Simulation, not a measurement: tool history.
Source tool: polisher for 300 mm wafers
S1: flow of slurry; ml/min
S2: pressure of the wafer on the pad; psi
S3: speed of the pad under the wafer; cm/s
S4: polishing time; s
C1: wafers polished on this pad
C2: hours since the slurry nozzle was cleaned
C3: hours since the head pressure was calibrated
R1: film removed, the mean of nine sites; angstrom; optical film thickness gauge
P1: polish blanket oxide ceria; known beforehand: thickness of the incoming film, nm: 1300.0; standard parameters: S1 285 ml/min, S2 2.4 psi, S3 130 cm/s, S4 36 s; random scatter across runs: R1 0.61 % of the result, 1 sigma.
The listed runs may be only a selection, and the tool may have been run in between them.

Run 1, hour 7.3: S1 285 ml/min, S2 2.4 psi, S3 130 cm/s, S4 36 s; C1 589; C2 379.2; C3 1165.1. Result: R1 1515.1 angstrom.
Run 2, hour 15.1: S1 285 ml/min, S2 2.4 psi, S3 180 cm/s, S4 25 s; C1 664; C2 387; C3 1172.9. Result: R1 1459.4 angstrom.
Run 3, hour 19.9: S1 285 ml/min, S2 2.4 psi, S3 130 cm/s, S4 53 s; C1 710; C2 391.8; C3 1177.7. Result: R1 2194.8 angstrom.
Run 4, hour 26.9: S1 285 ml/min, S2 2.4 psi, S3 130 cm/s, S4 36 s; C1 777; C2 398.8; C3 1184.7. Result: R1 1498.1 angstrom.
Run 5, hour 33.6: S1 285 ml/min, S2 2.4 psi, S3 130 cm/s, S4 36 s; C1 841; C2 405.5; C3 1191.4. Result: R1 1494.4 angstrom.
Run 6, hour 39.3: S1 285 ml/min, S2 2.4 psi, S3 196 cm/s, S4 36 s; C1 896; C2 411.2; C3 1197.1. Result: R1 2236.3 angstrom.
Run 7, hour 45.8: S1 285 ml/min, S2 2.4 psi, S3 130 cm/s, S4 36 s; C1 958; C2 417.7; C3 1203.6. Result: R1 1504.3 angstrom.
Run 8, hour 50.2: S1 170 ml/min, S2 2.4 psi, S3 130 cm/s, S4 36 s; C1 1000; C2 422.1; C3 1208. Result: R1 1393.9 angstrom.
Run 9, hour 57: S1 415 ml/min, S2 2.4 psi, S3 130 cm/s, S4 56 s; C1 1065; C2 428.9; C3 1214.8. Result: R1 2377.4 angstrom.
Run 10, hour 62.1: S1 360 ml/min, S2 2.4 psi, S3 130 cm/s, S4 36 s; C1 1114; C2 434; C3 1219.9. Result: R1 1528.2 angstrom.
Run 11, hour 67.6: S1 285 ml/min, S2 1.7 psi, S3 130 cm/s, S4 21 s; C1 1166; C2 439.5; C3 1225.4. Result: R1 618.72 angstrom.
Run 12, hour 75: S1 285 ml/min, S2 1.4 psi, S3 130 cm/s, S4 36 s; C1 1237; C2 446.9; C3 1232.8. Result: R1 883.22 angstrom.
Run 13, hour 83.4: S1 285 ml/min, S2 2.4 psi, S3 130 cm/s, S4 36 s; C1 1318; C2 455.3; C3 1241.2. Result: R1 1502.4 angstrom.
Run 14, hour 88.5: S1 285 ml/min, S2 2.4 psi, S3 130 cm/s, S4 36 s; C1 1366; C2 460.4; C3 1246.3. Result: R1 1519.5 angstrom.
Run 15, hour 96.3: S1 285 ml/min, S2 3.7 psi, S3 130 cm/s, S4 36 s; C1 1441; C2 468.2; C3 1254.1. Result: R1 2309.9 angstrom.
Run 16, hour 103.5: S1 285 ml/min, S2 2.4 psi, S3 130 cm/s, S4 18 s; C1 1510; C2 475.4; C3 1261.3. Result: R1 759.15 angstrom.
Run 17, hour 107.4: S1 285 ml/min, S2 2.4 psi, S3 58 cm/s, S4 36 s; C1 1547; C2 479.3; C3 1265.2. Result: R1 665.71 angstrom.
Run 18, hour 113.5: S1 285 ml/min, S2 2.4 psi, S3 130 cm/s, S4 36 s; C1 1606; C2 485.4; C3 1271.3. Result: R1 1505.3 angstrom.
Run 19, hour 119.7: S1 285 ml/min, S2 2.4 psi, S3 130 cm/s, S4 36 s; C1 1665; C2 491.6; C3 1277.5. Result: R1 1475.3 angstrom.
Run 20, hour 125.8: S1 285 ml/min, S2 2.4 psi, S3 130 cm/s, S4 36 s; C1 1723; C2 497.7; C3 1283.6. Result: R1 1455.5 angstrom.
Run 21, hour 134.5: S1 285 ml/min, S2 2.4 psi, S3 130 cm/s, S4 36 s; C1 1807; C2 506.4; C3 1292.3. Result: R1 1428.3 angstrom.
At hour 139.3: worn pad replaced by a new one.
Run 22, hour 141: S1 285 ml/min, S2 2.4 psi, S3 130 cm/s, S4 36 s; C1 16; C2 512.9; C3 1298.8. Result: R1 1442.8 angstrom.

What will run 23 give?
Run 23, hour 144.8: S1 285 ml/min, S2 2.4 psi, S3 130 cm/s, S4 36 s; C1 52; C2 516.7; C3 1302.6. Result: R1 ?.

For run 23 the tool returned R1 1444.9 angstrom.
